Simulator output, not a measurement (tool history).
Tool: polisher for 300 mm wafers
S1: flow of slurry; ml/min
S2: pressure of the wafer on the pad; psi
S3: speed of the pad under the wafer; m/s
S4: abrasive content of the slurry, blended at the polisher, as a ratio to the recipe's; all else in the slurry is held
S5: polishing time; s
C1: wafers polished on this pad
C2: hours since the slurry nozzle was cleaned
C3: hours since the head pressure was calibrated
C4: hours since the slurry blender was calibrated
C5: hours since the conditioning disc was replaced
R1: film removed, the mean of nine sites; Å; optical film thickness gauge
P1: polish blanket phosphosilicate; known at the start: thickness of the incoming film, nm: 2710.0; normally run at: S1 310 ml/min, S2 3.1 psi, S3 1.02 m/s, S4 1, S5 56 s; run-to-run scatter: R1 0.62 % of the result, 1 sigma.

run   hour   S1   S2    S3   S4  S5    C1     C2     C3     C4     C5      R1
  1    4.9  310  3.1  1.02    1  56   290  126.9    663   78.2  272.1  4990.5
  2   13.6  310  3.1  1.02    1  56   402  135.6  671.7   86.9  280.8  4956.5
  3   24.1  310  3.1  1.02    1  25   537  146.1  682.2   97.4  291.3  2235.9
  4     30  310  3.1  0.46    1  56   613    152  688.1  103.3  297.2  2646.5
  5   39.7  310  3.1  1.36    1  56   737  161.7  697.8    113  306.9  6295.5
  6   45.9  395  3.1  1.02    1  84   817  167.9    704  119.2  313.1  7747.4
      51.5  -- slurry nozzle cleaned
  7   54.4  310  1.4  1.02    1  56   926      3  712.5  127.7  321.6  2265.1
  8   62.8  310  3.1  1.02  0.5  56  1034   11.4  720.9  136.1    330  3466.4
  9   67.8  310  3.1  1.02    1  71  1099   16.4  725.9  141.1    335  6346.9
 10   77.6  310  3.1  1.02    1  56  1225   26.2  735.7  150.9  344.8    5023
 11   84.9  310  2.3   1.6    1  56  1318   33.5    743  158.2  352.1  5394.9
 12   91.8  310  3.1  1.02    1  56  1407   40.4  749.9  165.1    359  4998.4
 13   98.3  310  3.1  1.02    1  56  1491   46.9  756.4  171.6  365.5  5044.6
 14  106.7  310  3.1  1.02    1  56  1599   55.3  764.8    180  373.9  5033.6
 15    113  185  3.1  1.02    1  56  1680   61.6  771.1  186.3  380.2  4733.6
 16  118.4  310  3.1  1.02  1.3  56  1749     67  776.5  191.7  385.6  5552.4

Forecast run 17:
 17  123.4  310  4.6  1.02   1  56  1813  72  781.5  196.7  390.6   ?

{"run 17": {"R1": 7473.4}}
